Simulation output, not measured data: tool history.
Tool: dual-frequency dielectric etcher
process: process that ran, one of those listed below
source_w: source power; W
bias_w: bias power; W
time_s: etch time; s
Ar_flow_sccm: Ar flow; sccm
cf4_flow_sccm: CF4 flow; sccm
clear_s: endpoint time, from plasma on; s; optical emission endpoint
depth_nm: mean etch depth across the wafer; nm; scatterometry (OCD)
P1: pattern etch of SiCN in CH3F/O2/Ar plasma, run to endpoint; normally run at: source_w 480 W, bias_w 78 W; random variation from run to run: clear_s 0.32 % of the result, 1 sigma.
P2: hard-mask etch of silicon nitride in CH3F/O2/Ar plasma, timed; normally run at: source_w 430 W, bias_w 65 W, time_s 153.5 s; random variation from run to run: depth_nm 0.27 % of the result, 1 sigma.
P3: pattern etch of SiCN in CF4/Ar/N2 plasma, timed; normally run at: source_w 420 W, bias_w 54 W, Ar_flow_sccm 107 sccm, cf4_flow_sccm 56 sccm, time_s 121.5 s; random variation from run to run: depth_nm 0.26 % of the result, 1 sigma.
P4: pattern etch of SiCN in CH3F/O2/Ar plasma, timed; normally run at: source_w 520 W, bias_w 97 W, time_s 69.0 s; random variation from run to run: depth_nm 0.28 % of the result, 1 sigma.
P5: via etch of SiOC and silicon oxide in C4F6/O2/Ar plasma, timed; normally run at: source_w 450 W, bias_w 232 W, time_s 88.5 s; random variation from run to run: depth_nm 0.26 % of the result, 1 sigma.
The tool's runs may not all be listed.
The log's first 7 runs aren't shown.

| run | day | process | source_w | bias_w | time_s | Ar_flow_sccm | cf4_flow_sccm | clear_s | depth_nm |
|---|---|---|---|---|---|---|---|---|---|
| 8 | 2.062 | P1 | 480 | 78 |  |  |  | 23.967 |  |
| 9 | 2.421 | P5 | 450 | 232 | 88.5 |  |  |  | 113.150 |
| 10 | 2.608 | P1 | 480 | 78 |  |  |  | 23.944 |  |
| 11 | 2.896 | P4 | 520 | 97 | 69.0 |  |  |  | 31.721 |
| 12 | 3.121 | P5 | 450 | 232 | 88.5 |  |  |  | 113.250 |
| 13 | 3.404 | P3 | 420 | 77 | 121.5 | 107 | 56 |  | 100.640 |
| 14 | 3.754 | P2 | 430 | 65 | 153.5 |  |  |  | 109.200 |
| 15 | 3.975 | P3 | 280 | 54 | 121.5 | 107 | 56 |  | 61.890 |
| 16 | 4.367 | P5 | 450 | 149 | 88.5 |  |  |  | 98.672 |
| 17 | 4.654 | P3 | 420 | 54 | 121.5 | 107 | 56 |  | 89.108 |
| 18 | 4.883 | P5 | 450 | 232 | 126.5 |  |  |  | 161.650 |
| 19 | 5.217 | P3 | 420 | 54 | 121.5 | 144 | 56 |  | 84.261 |
| 20 | 5.388 | P3 | 420 | 54 | 121.5 | 107 | 34 |  | 80.992 |
| 21 | 5.771 | P4 | 520 | 61 | 69.0 |  |  |  | 26.971 |
| 22 | 6.112 | P2 | 430 | 65 | 153.5 |  |  |  | 109.850 |
| 23 | 6.454 | P1 | 480 | 57 |  |  |  | 26.650 |  |
| 24 | 6.704 | P1 | 480 | 100 |  |  |  | 21.803 |  |
| 25 | 6.992 | P4 | 400 | 97 | 69.0 |  |  |  | 28.728 |
| 26 | 7.275 | P1 | 390 | 91 |  |  |  | 24.464 |  |
| 27 | 7.458 | P1 | 480 | 78 |  |  |  | 23.921 |  |
| 28 | 7.692 | P3 | 420 | 54 | 121.5 | 107 | 56 |  | 88.780 |
| 29 | 7.908 | P1 | 480 | 78 |  |  |  | 23.919 |  |
| 30 | 8.083 | P4 | 520 | 97 | 69.0 |  |  |  | 31.755 |
| 31 | 8.471 | P1 | 480 | 78 |  |  |  | 24.104 |  |
| 32 | 8.738 | P1 | 590 | 78 |  |  |  | 22.114 |  |

Run 33 comes next. What will it give?
| 33 | 8.962 | P5 | 280 | 232 | 88.5 |  |  |  | ? |

{"run 33": {"depth_nm": 94.89}}
